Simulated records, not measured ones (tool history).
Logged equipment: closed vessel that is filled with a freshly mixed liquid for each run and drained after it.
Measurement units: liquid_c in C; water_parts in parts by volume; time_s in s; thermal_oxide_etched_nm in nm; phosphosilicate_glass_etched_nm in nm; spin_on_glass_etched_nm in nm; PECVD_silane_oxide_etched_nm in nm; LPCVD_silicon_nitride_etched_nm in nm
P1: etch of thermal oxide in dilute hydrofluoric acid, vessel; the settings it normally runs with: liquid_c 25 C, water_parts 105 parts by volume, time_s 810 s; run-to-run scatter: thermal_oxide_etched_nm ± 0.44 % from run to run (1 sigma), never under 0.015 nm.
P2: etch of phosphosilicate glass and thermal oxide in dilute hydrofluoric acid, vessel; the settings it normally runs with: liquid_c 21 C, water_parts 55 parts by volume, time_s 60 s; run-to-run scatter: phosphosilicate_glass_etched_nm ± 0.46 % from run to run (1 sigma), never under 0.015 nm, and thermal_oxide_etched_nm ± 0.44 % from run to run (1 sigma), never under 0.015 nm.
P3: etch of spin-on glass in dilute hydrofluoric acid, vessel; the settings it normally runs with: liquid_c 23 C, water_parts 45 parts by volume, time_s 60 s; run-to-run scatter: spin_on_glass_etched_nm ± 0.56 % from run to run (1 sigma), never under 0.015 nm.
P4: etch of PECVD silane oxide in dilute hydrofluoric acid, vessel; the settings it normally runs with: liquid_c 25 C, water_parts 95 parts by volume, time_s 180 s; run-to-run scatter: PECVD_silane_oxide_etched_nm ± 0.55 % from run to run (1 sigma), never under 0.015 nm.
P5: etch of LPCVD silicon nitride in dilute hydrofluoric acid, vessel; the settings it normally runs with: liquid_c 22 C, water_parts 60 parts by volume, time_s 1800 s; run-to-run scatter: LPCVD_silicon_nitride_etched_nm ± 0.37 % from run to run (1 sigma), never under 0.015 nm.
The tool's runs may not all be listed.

run	hour	process	liquid_c	water_parts	time_s	hours since the thermometer was replaced	hours since the hydrofluoric acid flow meter was replaced	thermal_oxide_etched_nm	phosphosilicate_glass_etched_nm	spin_on_glass_etched_nm	PECVD_silane_oxide_etched_nm	LPCVD_silicon_nitride_etched_nm
1	6.6	P1	25	105	810	163.6	1134.1	39.575				
2	18.8	P2	21	55	60	175.8	1146.3	4.9115	181.21			
3	26.7	P1	29	70	810	183.7	1154.2	72.713				
4	33.2	P2	21	55	60	190.2	1160.7	4.9294	182.9			
5	44.3	P3	23	45	60	201.3	1171.8			59.307		
6	54.6	P3	23	70	60	211.6	1182.1			36.399		
7	60.9	P2	21	55	115	217.9	1188.4	9.441	347.86			
8	69.7	P1	25	105	810	226.7	1197.2	39.391				
9	80.2	P4	19.5	95	180	237.2	1207.7				40.832	
10	92.5	P1	25	105	810	249.5	1220	39.518				
11	105	P5	22	60	2880	262	1232.5					18.918
# hour 107.5: hydrofluoric acid flow meter replaced
12	111.3	P1	25	20	810	268.3	3.9	234.2				
13	118.2	P4	25	180	180	275.2	10.8				24.356	
14	129.2	P1	25	105	810	286.2	21.8	39.462				
15	139.2	P4	25	95	280	296.2	31.8				79.497	
16	146.9	P1	19.5	105	810	303.9	39.5	32.001				
17	155.4	P1	25	105	810	312.4	48	39.26				
18	161.9	P2	29.5	55	60	318.9	54.5	6.9311	257.14			
19	169.9	P3	30	45	60	326.9	62.5			77.513		
20	177.7	P3	23	45	90	334.7	70.3			87.809		
21	186.3	P5	22	20	1800	343.3	78.9					34.423
22	198	P5	29	60	1800	355	90.6					18.896
23	206.5	P1	25	105	115	363.5	99.1	5.5975				
24	213.4	P4	25	95	180	370.4	106				50.637	
25	220.5	P1	30.5	105	810	377.5	113.1	48.764				
26	230.1	P1	25	145	810	387.1	122.7	27.386				
27	237.1	P5	22	60	1800	394.1	129.7					11.9
28	243	P4	25	95	180	400	135.6				51.403	
29	254.4	P1	25	105	1435	411.4	147	70.574				
30	261.8	P1	25	105	810	418.8	154.4	39.235				
31	274.4	P2	21	20	60	431.4	167	14.081	516.62			
32	284.1	P1	25	105	810	441.1	176.7	39.594				
33	292.5	P1	25	105	810	449.5	185.1	40.366				
34	302.9	P1	25	105	810	459.9	195.5	41.228				
35	310	P1	25	105	810	467	202.6	41.306				
36	316.8	P1	25	105	810	473.8	209.4	41.373				
37	327.9	P1	25	105	810	484.9	220.5	42.07				

Run 38 has not been measured yet. What should we expect?
38	339.6	P1	25	105	810	496.6	232.2	?				

thermal_oxide_etched_nm: 42.221 nm
